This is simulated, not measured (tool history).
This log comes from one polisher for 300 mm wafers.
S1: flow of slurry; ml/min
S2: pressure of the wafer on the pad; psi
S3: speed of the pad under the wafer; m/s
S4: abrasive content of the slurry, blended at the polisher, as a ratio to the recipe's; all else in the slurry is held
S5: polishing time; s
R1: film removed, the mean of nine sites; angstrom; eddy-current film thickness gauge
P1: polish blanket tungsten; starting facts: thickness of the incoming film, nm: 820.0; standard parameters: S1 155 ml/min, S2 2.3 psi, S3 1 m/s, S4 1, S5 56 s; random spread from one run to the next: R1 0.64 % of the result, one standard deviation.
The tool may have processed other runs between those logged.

{"run": 1, "hour": 16.1, "S1": 155, "S2": 2.3, "S3": 1, "S4": 1, "S5": 56, "R1": 1645.3}
{"run": 2, "hour": 31.0, "S1": 155, "S2": 2.3, "S3": 1, "S4": 1, "S5": 73, "R1": 2151.6}
{"run": 3, "hour": 41.3, "S1": 155, "S2": 2.3, "S3": 1, "S4": 1.3, "S5": 56, "R1": 1772.4}
{"run": 4, "hour": 52.0, "S1": 95, "S2": 2.3, "S3": 1, "S4": 1, "S5": 56, "R1": 1480}
{"run": 5, "hour": 61.1, "S1": 155, "S2": 2.3, "S3": 1, "S4": 1, "S5": 56, "R1": 1656.3}
{"run": 6, "hour": 70.7, "S1": 155, "S2": 1.7, "S3": 1, "S4": 1, "S5": 56, "R1": 1212.3}
{"run": 7, "hour": 83.9, "S1": 155, "S2": 2.3, "S3": 1, "S4": 1, "S5": 56, "R1": 1667}
{"hour": 85.5, "done": "head pressure recalibrated"}
{"run": 8, "hour": 96.8, "S1": 155, "S2": 3.4, "S3": 0.56, "S4": 1, "S5": 56, "R1": 1360.8}
{"run": 9, "hour": 111.5, "S1": 155, "S2": 2.3, "S3": 1.4, "S4": 1, "S5": 56, "R1": 2295.6}
{"run": 10, "hour": 129.5, "S1": 155, "S2": 2.3, "S3": 1, "S4": 0.55, "S5": 56, "R1": 1429.3}
{"run": 11, "hour": 140.8, "S1": 155, "S2": 1.7, "S3": 1, "S4": 1, "S5": 79, "R1": 1727.9}
{"hour": 146.0, "done": "slurry blender recalibrated"}
{"run": 12, "hour": 155.0, "S1": 245, "S2": 2.3, "S3": 1, "S4": 1, "S5": 56, "R1": 1755.4}
{"run": 13, "hour": 165.7, "S1": 155, "S2": 2.3, "S3": 1, "S4": 1, "S5": 41, "R1": 1205.4}
{"run": 14, "hour": 179.0, "S1": 155, "S2": 3.3, "S3": 1, "S4": 1, "S5": 56, "R1": 2352}
{"run": 15, "hour": 197.6, "S1": 155, "S2": 2.3, "S3": 1, "S4": 1, "S5": 56, "R1": 1630.5}

Run 16 comes next. What will it give?
{"run": 16, "hour": 216.0, "S1": 155, "S2": 2.3, "S3": 1, "S4": 1, "S5": 56, "R1": "?"}

{"run 16": {"R1": 1663.1}}
